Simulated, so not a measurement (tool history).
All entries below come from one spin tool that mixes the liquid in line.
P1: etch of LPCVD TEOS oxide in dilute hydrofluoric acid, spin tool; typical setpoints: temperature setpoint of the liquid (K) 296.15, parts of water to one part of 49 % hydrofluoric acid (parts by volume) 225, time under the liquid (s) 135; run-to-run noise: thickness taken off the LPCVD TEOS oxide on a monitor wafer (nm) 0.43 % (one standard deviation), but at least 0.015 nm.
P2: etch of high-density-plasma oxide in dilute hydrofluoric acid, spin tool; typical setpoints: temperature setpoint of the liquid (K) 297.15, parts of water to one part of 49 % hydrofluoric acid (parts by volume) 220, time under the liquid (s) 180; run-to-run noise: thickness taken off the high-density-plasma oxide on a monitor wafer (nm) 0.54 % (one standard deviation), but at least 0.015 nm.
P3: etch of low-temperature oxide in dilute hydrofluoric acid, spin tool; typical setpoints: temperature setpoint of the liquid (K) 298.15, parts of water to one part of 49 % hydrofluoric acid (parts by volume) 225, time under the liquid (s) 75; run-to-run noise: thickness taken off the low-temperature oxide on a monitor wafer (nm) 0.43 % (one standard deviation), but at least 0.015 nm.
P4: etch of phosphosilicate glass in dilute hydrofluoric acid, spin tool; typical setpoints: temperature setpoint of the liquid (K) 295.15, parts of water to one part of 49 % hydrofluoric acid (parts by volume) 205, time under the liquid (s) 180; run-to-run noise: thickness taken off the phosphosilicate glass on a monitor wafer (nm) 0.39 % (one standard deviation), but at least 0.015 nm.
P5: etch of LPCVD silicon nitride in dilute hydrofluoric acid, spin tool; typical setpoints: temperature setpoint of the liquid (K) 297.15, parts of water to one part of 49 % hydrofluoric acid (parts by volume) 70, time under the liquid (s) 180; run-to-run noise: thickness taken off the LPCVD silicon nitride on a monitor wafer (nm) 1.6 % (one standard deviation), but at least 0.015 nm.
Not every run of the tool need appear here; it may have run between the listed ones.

| run | hour | process that ran | temperature setpoint of the liquid (K) | parts of water to one part of 49 % hydrofluoric acid (parts by volume) | time under the liquid (s) | hours since the thermometer was replaced | hours since the hydrofluoric acid flow meter was replaced | thickness taken off the LPCVD TEOS oxide on a monitor wafer (nm) | thickness taken off the low-temperature oxide on a monitor wafer (nm) | thickness taken off the LPCVD silicon nitride on a monitor wafer (nm) | thickness taken off the high-density-plasma oxide on a monitor wafer (nm) | thickness taken off the phosphosilicate glass on a monitor wafer (nm) |
|---|---|---|---|---|---|---|---|---|---|---|---|---|
| 1 | 10.9 | P1 | 296.15 | 225 | 135 | 799.9 | 485.3 | 10.687 |  |  |  |  |
| 2 | 21.3 | P3 | 298.15 | 225 | 75 | 810.3 | 495.7 |  | 5.636 |  |  |  |
| 3 | 35.3 | P5 | 297.15 | 70 | 180 | 824.3 | 509.7 |  |  | 1.3755 |  |  |
| 4 | 49.6 | P1 | 296.15 | 225 | 135 | 838.6 | 524 | 10.725 |  |  |  |  |
| 5 | 62.4 | P2 | 297.15 | 85 | 180 | 851.4 | 536.8 |  |  |  | 12.051 |  |
| 6 | 75.8 | P1 | 296.15 | 225 | 135 | 864.8 | 550.2 | 10.726 |  |  |  |  |
| 7 | 91.5 | P1 | 296.15 | 335 | 135 | 880.5 | 565.9 | 6.4508 |  |  |  |  |
| 8 | 104 | P4 | 295.15 | 205 | 180 | 893 | 578.4 |  |  |  |  | 44.271 |
| 9 | 117.3 | P1 | 296.15 | 225 | 135 | 906.3 | 591.7 | 10.684 |  |  |  |  |
| 10 | 131.6 | P5 | 297.15 | 70 | 275 | 920.6 | 606 |  |  | 2.15 |  |  |
| 11 | 143.8 | P1 | 299.65 | 225 | 135 | 932.8 | 618.2 | 12.182 |  |  |  |  |
| 12 | 160 | P3 | 298.15 | 225 | 15 | 949 | 634.4 |  | 1.1006 |  |  |  |
| 13 | 176.3 | P1 | 296.15 | 225 | 135 | 965.3 | 650.7 | 10.693 |  |  |  |  |
| 14 | 192.1 | P3 | 298.15 | 110 | 75 | 981.1 | 666.5 |  | 13.168 |  |  |  |
| 15 | 208.3 | P2 | 297.15 | 220 | 15 | 997.3 | 682.7 |  |  |  | 0.33955 |  |
| 16 | 219.2 | P1 | 296.15 | 80 | 135 | 1008.2 | 693.6 | 35.56 |  |  |  |  |
| 17 | 229.2 | P4 | 295.15 | 205 | 180 | 1018.2 | 703.6 |  |  |  |  | 43.762 |
| 18 | 239.9 | P1 | 290.15 | 225 | 135 | 1028.9 | 714.3 | 8.4843 |  |  |  |  |
| 19 | 249.4 | P1 | 296.15 | 225 | 135 | 1038.4 | 723.8 | 10.763 |  |  |  |  |
| 20 | 267.3 | P5 | 297.15 | 120 | 180 | 1056.3 | 741.7 |  |  | 0.82977 |  |  |
| 21 | 283.6 | P1 | 296.15 | 225 | 225 | 1072.6 | 758 | 17.857 |  |  |  |  |
| 22 | 296.5 | P3 | 291.65 | 225 | 75 | 1085.5 | 770.9 |  | 4.4425 |  |  |  |
| 23 | 305.4 | P1 | 296.15 | 225 | 70 | 1094.4 | 779.8 | 5.5783 |  |  |  |  |
| 24 | 315.6 | P2 | 303.65 | 220 | 180 | 1104.6 | 790 |  |  |  | 4.9733 |  |
| 25 | 331.1 | P4 | 295.15 | 205 | 345 | 1120.1 | 805.5 |  |  |  |  | 83.385 |
| 26 | 344.1 | P4 | 295.15 | 65 | 180 | 1133.1 | 818.5 |  |  |  |  | 160.99 |
| 27 | 361.6 | P4 | 303.15 | 205 | 180 | 1150.6 | 836 |  |  |  |  | 58.528 |
| 28 | 376.1 | P5 | 305.15 | 70 | 180 | 1165.1 | 850.5 |  |  | 2.3859 |  |  |
| 29 | 384.8 | P1 | 299.65 | 310 | 135 | 1173.8 | 859.2 | 8.0747 |  |  |  |  |
| 30 | 397.6 | P2 | 297.15 | 220 | 180 | 1186.6 | 872 |  |  |  | 3.8952 |  |
| 31 | 405.6 | P5 | 297.15 | 70 | 180 | 1194.6 | 880 |  |  | 1.3788 |  |  |
| 32 | 417.4 | P1 | 296.15 | 225 | 135 | 1206.4 | 891.8 | 10.761 |  |  |  |  |
| 33 | 427.3 | P1 | 296.15 | 225 | 135 | 1216.3 | 901.7 | 10.688 |  |  |  |  |
| 34 | 442.7 | P1 | 296.15 | 225 | 135 | 1231.7 | 917.1 | 10.969 |  |  |  |  |
| 35 | 451.2 | P1 | 296.15 | 225 | 135 | 1240.2 | 925.6 | 11.269 |  |  |  |  |
| 36 | 461.7 | P1 | 296.15 | 225 | 135 | 1250.7 | 936.1 | 11.358 |  |  |  |  |
| 37 | 475.6 | P1 | 296.15 | 225 | 135 | 1264.6 | 950 | 11.439 |  |  |  |  |
| 38 | 486.6 | P1 | 296.15 | 225 | 135 | 1275.6 | 961 | 11.508 |  |  |  |  |
| 39 | 503.7 | P1 | 296.15 | 225 | 135 | 1292.7 | 978.1 | 11.612 |  |  |  |  |
| 40 | 517.7 | P1 | 296.15 | 225 | 135 | 1306.7 | 992.1 | 11.549 |  |  |  |  |
| 41 | 533.7 | P1 | 296.15 | 225 | 135 | 1322.7 | 1008.1 | 11.574 |  |  |  |  |
| 42 | 547.2 | P1 | 296.15 | 225 | 135 | 1336.2 | 1021.6 | 11.585 |  |  |  |  |
| 43 | 561.1 | P1 | 296.15 | 225 | 135 | 1350.1 | 1035.5 | 11.675 |  |  |  |  |

The log shows P1 creeping away from where it was. Any of the 2 causes listed here, at the size stated for it, fits the log just as well as the others:
A: liquid hotter than its thermometer reads (K) = 2.38
B: hydrofluoric acid flow above the setpoint (%) = 7.28
The gradual shift began around hour 427.3.

4 check runs are offered, each on 5 wafers whose results are averaged, their results left as question marks. Which one tells the causes apart?
| check 1 | 575 | P5 | 297.15 | 110 | 180 |  |  |  |  | ? |  |  |
| check 2 | 575 | P2 | 297.15 | 220 | 65 |  |  |  |  |  | ? |  |
| check 3 | 575 | P4 | 300.65 | 205 | 335 |  |  |  |  |  |  | ? |
| check 4 | 575 | P3 | 292.65 | 225 | 25 |  |  |  | ? |  |  |  |

What every check run would give for each of its results, assuming each possible cause in turn:
| check | result | if A | if B |
|---|---|---|---|
| check 1 | thickness taken off the LPCVD silicon nitride on a monitor wafer (nm) | 1.0461 | 0.96058 |
| check 2 | thickness taken off the high-density-plasma oxide on a monitor wafer (nm) | 1.5609 | 1.5616 |
| check 3 | thickness taken off the phosphosilicate glass on a monitor wafer (nm) | 108.24 | 108.6 |
| check 4 | thickness taken off the low-temperature oxide on a monitor wafer (nm) | 1.6761 | 1.6676 |
Minimum pairwise separation of causes per check, each pair taken at its best-separating result: check 1 8.53 %; check 2 0.04 %; check 3 0.33 %; check 4 0.51 %
The causes can be told apart only by check 1. The other checks would give nearly the same results under each of them.

With check 1 done, the readings were: thickness taken off the LPCVD silicon nitride on a monitor wafer (nm) 1.0389. Identify which of the listed causes applies.

Of the candidate causes, it is A: liquid hotter than its thermometer reads (K).

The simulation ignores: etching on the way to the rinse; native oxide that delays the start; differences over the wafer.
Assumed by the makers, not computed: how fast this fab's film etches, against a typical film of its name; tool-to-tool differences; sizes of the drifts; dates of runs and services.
